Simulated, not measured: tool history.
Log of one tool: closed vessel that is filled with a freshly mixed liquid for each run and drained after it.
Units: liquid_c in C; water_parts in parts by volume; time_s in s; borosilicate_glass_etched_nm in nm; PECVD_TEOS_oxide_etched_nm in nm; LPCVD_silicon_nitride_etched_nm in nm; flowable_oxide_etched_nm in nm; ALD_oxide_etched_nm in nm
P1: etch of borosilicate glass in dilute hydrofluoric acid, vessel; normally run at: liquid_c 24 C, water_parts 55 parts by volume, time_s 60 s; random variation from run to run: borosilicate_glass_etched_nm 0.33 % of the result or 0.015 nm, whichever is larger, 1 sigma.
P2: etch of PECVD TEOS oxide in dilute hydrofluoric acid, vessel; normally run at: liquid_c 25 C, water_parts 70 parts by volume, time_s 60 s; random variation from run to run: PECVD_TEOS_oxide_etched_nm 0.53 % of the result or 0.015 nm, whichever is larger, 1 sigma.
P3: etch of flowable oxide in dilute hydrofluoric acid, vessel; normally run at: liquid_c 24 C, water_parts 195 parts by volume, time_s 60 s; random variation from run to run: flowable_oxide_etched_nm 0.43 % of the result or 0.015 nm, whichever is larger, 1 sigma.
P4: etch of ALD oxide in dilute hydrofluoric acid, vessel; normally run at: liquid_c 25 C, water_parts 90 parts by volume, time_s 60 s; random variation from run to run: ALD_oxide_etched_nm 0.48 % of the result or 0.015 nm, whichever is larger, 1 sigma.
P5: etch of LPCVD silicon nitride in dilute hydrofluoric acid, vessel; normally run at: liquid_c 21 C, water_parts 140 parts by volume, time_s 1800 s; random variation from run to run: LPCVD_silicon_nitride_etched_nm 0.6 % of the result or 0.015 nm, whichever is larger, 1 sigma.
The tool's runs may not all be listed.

run,day,process,liquid_c,water_parts,time_s,hours since the thermometer was replaced,hours since the hydrofluoric acid flow meter was replaced,borosilicate_glass_etched_nm,PECVD_TEOS_oxide_etched_nm,LPCVD_silicon_nitride_etched_nm,flowable_oxide_etched_nm,ALD_oxide_etched_nm
1,0.512,P1,24,55,60,1823.7,494.7,48.503,,,,
2,1.158,P1,24,95,110,1839.2,510.2,48.765,,,,
3,1.488,P1,24,20,90,1847.1,518.1,208.19,,,,
4,1.867,P2,18,70,60,1856.2,527.2,,14.943,,,
5,2.492,P1,24,55,95,1871.2,542.2,76.165,,,,
6,3.025,P5,21,140,785,1884,555,,,2.3834,,
7,3.55,P3,24,195,30,1896.6,567.6,,,,5.2123,
8,4.033,P4,25,90,60,1908.2,579.2,,,,,9.2251
9,4.742,P4,33.5,90,60,1925.2,596.2,,,,,12.799
10,5.471,P2,25,70,60,1942.7,613.7,,20.207,,,
11,5.988,P1,24,55,60,1955.1,626.1,48.085,,,,
12,6.708,P5,21,140,1800,1972.4,643.4,,,5.4772,,
13,7.267,P1,18,55,30,1985.8,656.8,18.768,,,,
14,7.867,P1,24,55,60,2000.2,671.2,48.092,,,,
15,8.467,P3,28,195,60,2014.6,685.6,,,,11.943,
16,8.842,P3,24,35,60,2023.6,694.6,,,,70.555,
17,9.258,P3,24,195,60,2033.6,704.6,,,,10.339,
18,9.921,P4,25,90,60,2049.5,720.5,,,,,9.2846
19,10.512,P1,24,20,60,2063.7,734.7,138.93,,,,
20,11.196,P5,27.5,140,1800,2080.1,751.1,,,8.2446,,
21,11.746,P2,25,70,30,2093.3,764.3,,10.094,,,
22,12.112,P2,25,20,60,2102.1,773.1,,74.925,,,
23,12.6,P4,25,90,30,2113.8,784.8,,,,,4.5982
24,13.283,P4,25,20,60,2130.2,801.2,,,,,45.835
25,13.733,P5,21,195,1800,2141,812,,,3.9423,,
26,14.342,P1,24,90,60,2155.6,826.6,28.046,,,,
27,14.808,P1,24,55,60,2166.8,837.8,47.855,,,,
28,15.221,P1,19,55,60,2176.7,847.7,38.937,,,,
29,15.629,P1,30.5,55,60,2186.5,857.5,62.291,,,,
30,16.038,P1,24,55,30,2196.3,867.3,23.999,,,,
31,16.425,P2,25,70,60,2205.6,876.6,,20.023,,,
32,17.008,P1,24,55,60,2219.6,890.6,48.042,,,,
33,17.679,P1,24,55,60,2235.7,906.7,46.171,,,,
34,18.058,P1,24,55,60,2244.8,915.8,45.46,,,,
35,18.538,P1,24,55,60,2256.3,927.3,45.189,,,,
36,18.983,P1,24,55,60,2267,938,44.504,,,,
37,19.638,P1,24,55,60,2282.7,953.7,44.317,,,,
38,20.15,P1,24,55,60,2295,966,44.615,,,,
39,20.496,P1,24,55,60,2303.3,974.3,44.207,,,,

Run 40 comes next. What will it give?
40,20.933,P1,24,55,60,2313.8,984.8,?,,,,

Run 40 gave borosilicate_glass_etched_nm 44.269 nm.
